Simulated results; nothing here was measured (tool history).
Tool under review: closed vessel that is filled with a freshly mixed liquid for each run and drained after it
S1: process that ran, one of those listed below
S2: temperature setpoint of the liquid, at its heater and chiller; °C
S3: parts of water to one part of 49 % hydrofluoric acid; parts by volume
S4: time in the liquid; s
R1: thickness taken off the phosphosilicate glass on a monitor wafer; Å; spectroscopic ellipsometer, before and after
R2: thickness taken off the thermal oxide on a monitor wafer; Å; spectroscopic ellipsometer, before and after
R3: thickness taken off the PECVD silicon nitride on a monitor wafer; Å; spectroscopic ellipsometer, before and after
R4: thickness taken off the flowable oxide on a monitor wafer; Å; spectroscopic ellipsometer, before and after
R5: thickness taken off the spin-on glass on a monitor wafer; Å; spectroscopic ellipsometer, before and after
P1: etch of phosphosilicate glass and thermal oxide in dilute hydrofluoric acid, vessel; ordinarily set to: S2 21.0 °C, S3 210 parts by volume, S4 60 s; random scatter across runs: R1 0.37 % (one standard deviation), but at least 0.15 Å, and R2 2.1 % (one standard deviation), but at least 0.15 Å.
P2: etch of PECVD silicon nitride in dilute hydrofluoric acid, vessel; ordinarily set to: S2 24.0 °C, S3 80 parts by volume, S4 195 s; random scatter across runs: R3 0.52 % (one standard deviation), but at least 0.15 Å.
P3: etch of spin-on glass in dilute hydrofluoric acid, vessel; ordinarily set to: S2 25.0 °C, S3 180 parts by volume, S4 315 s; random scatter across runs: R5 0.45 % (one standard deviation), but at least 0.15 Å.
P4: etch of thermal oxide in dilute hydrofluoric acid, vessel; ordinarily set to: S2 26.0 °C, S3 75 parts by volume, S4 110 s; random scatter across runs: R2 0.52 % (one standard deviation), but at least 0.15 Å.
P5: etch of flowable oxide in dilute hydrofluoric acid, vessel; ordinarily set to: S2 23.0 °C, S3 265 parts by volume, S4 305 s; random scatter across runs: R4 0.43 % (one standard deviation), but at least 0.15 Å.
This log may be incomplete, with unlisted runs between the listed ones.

run 1 hour=9.8 | S1=P1 S2=21.0 S3=210 S4=60 | R1=451.02 R2=10.3130
run 2 hour=25.9 | S1=P1 S2=28.5 S3=210 S4=60 | R1=595.53 R2=14.0380
run 3 hour=41.2 | S1=P2 S2=24.0 S3=80 S4=195 | R3=54.0250
run 4 hour=54.6 | S1=P2 S2=17.0 S3=80 S4=195 | R3=33.5020
run 5 hour=68.5 | S1=P1 S2=21.0 S3=120 S4=60 | R1=870.98 R2=20.6920
run 6 hour=81.8 | S1=P1 S2=17.0 S3=210 S4=60 | R1=388.95 R2=9.2145
run 7 hour=90.6 | S1=P1 S2=21.0 S3=210 S4=120 | R1=898.78 R2=21.5150
run 8 hour=101.8 | S1=P1 S2=21.0 S3=375 S4=110 | R1=400.80 R2=9.1505
run 9 hour=117.8 | S1=P1 S2=21.0 S3=210 S4=60 | R1=455.90 R2=10.5830
run 10 hour=130.0 | S1=P5 S2=23.0 S3=265 S4=305 | R4=484.09
run 11 hour=142.2 | S1=P4 S2=26.0 S3=75 S4=110 | R2=80.6380
run 12 hour=154.1 | S1=P3 S2=19.0 S3=180 S4=315 | R5=355.85
run 13 hour=167.7 | S1=P2 S2=24.0 S3=45 S4=195 | R3=94.2560
run 14 hour=184.0 | S1=P1 S2=21.0 S3=210 S4=30 | R1=227.52 R2=5.3698
run 15 hour=194.2 | S1=P4 S2=32.5 S3=75 S4=110 | R2=102.6900
run 16 hour=205.4 | S1=P3 S2=25.0 S3=180 S4=570 | R5=809.78
run 17 hour=218.5 | S1=P1 S2=21.0 S3=210 S4=60 | R1=451.32 R2=10.9580
run 18 hour=229.1 | S1=P5 S2=31.0 S3=265 S4=305 | R4=645.36
run 19 hour=238.0 | S1=P2 S2=24.0 S3=80 S4=195 | R3=54.4810
run 20 hour=249.8 | S1=P1 S2=25.0 S3=290 S4=60 | R1=348.93 R2=8.0774
run 21 hour=264.0 | S1=P5 S2=23.0 S3=265 S4=125 | R4=199.42
run 22 hour=275.4 | S1=P1 S2=21.0 S3=210 S4=60 | R1=453.32 R2=10.4800
run 23 hour=290.2 | S1=P4 S2=26.0 S3=75 S4=110 | R2=81.1910
run 24 hour=303.3 | S1=P3 S2=25.0 S3=290 S4=315 | R5=247.28
run 25 hour=315.5 | S1=P5 S2=23.0 S3=470 S4=305 | R4=226.82
run 26 hour=330.1 | S1=P4 S2=26.0 S3=75 S4=195 | R2=141.5900
run 27 hour=343.8 | S1=P1 S2=21.0 S3=320 S4=60 | R1=268.35 R2=6.7403
run 28 hour=359.7 | S1=P4 S2=26.0 S3=140 S4=110 | R2=39.5000
run 29 hour=375.9 | S1=P2 S2=24.0 S3=80 S4=30 | R3=8.3032
run 30 hour=385.4 | S1=P1 S2=21.0 S3=210 S4=60 | R1=453.50 R2=10.7410
run 31 hour=393.3 | S1=P3 S2=25.0 S3=180 S4=315 | R5=447.97
run 32 hour=400.8 | S1=P1 S2=21.0 S3=210 S4=60 | R1=454.39 R2=10.8310
run 33 hour=417.6 | S1=P1 S2=21.0 S3=210 S4=60 | R1=440.90 R2=10.2040
run 34 hour=429.1 | S1=P1 S2=21.0 S3=210 S4=60 | R1=434.87 R2=10.1820
run 35 hour=444.9 | S1=P1 S2=21.0 S3=210 S4=60 | R1=432.60 R2=10.1770
run 36 hour=458.3 | S1=P1 S2=21.0 S3=210 S4=60 | R1=427.77 R2=9.8269
run 37 hour=475.3 | S1=P1 S2=21.0 S3=210 S4=60 | R1=429.49 R2=10.0190
run 38 hour=487.8 | S1=P1 S2=21.0 S3=210 S4=60 | R1=424.36 R2=9.7650
run 39 hour=496.5 | S1=P1 S2=21.0 S3=210 S4=60 | R1=426.84 R2=9.6222
run 40 hour=507.3 | S1=P1 S2=21.0 S3=210 S4=60 | R1=425.94 R2=9.6768
run 41 hour=515.8 | S1=P1 S2=21.0 S3=210 S4=60 | R1=425.95 R2=9.8336

P1 no longer gives what it gave before; its output has crept away from where it was. The following 2 causes, each at its listed size, fit the log equally well:
A: liquid colder than its thermometer reads (K) = 1.65
B: hydrofluoric acid flow below the setpoint (%) = 5.07
The drift started at roughly hour 400.8.

Consider the 4 single-wafer check runs listed below, results given as question marks: which one distinguishes between the causes by giving clearly different results for each?
run check 1 hour=524.3 | S1=P2 S2=24.0 S3=80 S4=195 | R3=?
run check 2 hour=524.3 | S1=P3 S2=25.0 S3=180 S4=315 | R5=?
run check 3 hour=524.3 | S1=P5 S2=23.0 S3=265 S4=305 | R4=?
run check 4 hour=524.3 | S1=P4 S2=26.0 S3=75 S4=110 | R2=?

How each check would come out, cause by cause:
check=check_1 result=R3 if_A=48.3510 if_B=51.2990
check=check_2 result=R5 if_A=421.95 if_B=421.49
check=check_3 result=R4 if_A=458.91 if_B=456.16
check=check_4 result=R2 if_A=74.8350 if_B=75.4730
Gap, in per cent, between the two causes that each check separates least, read from the result that separates them most: check 1 5.92 %; check 2 0.11 %; check 3 0.6 %; check 4 0.85 %
Check 1 tells the causes apart: in the others they would give nearly the same result.

Here is what check 1 returned: R3 48.4980 Å. Which cause is it?

A is the cause: liquid colder than its thermometer reads (K).
